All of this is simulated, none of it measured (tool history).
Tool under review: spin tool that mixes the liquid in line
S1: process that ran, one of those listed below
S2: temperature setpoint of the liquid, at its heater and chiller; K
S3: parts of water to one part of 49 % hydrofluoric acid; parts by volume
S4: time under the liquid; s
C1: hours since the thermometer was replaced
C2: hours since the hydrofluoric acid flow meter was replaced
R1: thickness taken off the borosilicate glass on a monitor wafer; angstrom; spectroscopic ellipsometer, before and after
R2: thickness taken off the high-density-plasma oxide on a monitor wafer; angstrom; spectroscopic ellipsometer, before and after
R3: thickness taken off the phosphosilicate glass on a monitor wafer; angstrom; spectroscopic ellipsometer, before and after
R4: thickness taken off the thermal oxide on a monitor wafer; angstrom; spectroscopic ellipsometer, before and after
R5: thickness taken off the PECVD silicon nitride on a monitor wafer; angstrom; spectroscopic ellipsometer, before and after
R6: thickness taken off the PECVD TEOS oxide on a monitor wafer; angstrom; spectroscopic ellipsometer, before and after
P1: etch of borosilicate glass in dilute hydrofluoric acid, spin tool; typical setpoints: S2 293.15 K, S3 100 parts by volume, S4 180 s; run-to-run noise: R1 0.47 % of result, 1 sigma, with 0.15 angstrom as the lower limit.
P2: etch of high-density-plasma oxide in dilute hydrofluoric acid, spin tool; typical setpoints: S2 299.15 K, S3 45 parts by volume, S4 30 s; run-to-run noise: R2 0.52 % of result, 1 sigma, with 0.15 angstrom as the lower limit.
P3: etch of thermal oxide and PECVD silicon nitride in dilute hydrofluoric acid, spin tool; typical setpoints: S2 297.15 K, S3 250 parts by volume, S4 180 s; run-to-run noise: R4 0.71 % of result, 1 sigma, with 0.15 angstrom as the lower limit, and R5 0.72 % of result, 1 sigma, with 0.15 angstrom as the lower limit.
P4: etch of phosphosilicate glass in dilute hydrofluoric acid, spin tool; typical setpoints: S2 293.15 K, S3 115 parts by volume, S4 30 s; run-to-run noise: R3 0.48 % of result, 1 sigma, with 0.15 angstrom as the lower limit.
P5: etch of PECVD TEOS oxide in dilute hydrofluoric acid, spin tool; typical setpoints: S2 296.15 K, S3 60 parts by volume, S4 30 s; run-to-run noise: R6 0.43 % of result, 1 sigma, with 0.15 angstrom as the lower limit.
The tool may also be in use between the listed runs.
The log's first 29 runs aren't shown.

run	day	S1	S2	S3	S4	C1	C2	R1	R2	R3	R4	R5	R6
30	16.375	P2	304.15	45	30	446.5	294.3		93.781				
31	16.954	P2	299.15	45	15	460.4	308.2		38.018				
32	17.504	P1	293.15	100	180	473.6	321.4	323.06					
33	18.175	P1	293.15	100	180	489.7	337.5	338.42					
34	18.504	P1	293.15	100	180	497.6	345.4	344.25					
35	18.921	P1	293.15	100	180	507.6	355.4	348.16					
36	19.258	P1	293.15	100	180	515.7	363.5	351.65					
37	19.888	P1	293.15	100	180	530.8	378.6	354.05					

Run 38 is up next; what results do you expect?
38	20.25	P1	293.15	100	180	539.5	387.3	?					

{"run 38": {"R1": 354.59}}

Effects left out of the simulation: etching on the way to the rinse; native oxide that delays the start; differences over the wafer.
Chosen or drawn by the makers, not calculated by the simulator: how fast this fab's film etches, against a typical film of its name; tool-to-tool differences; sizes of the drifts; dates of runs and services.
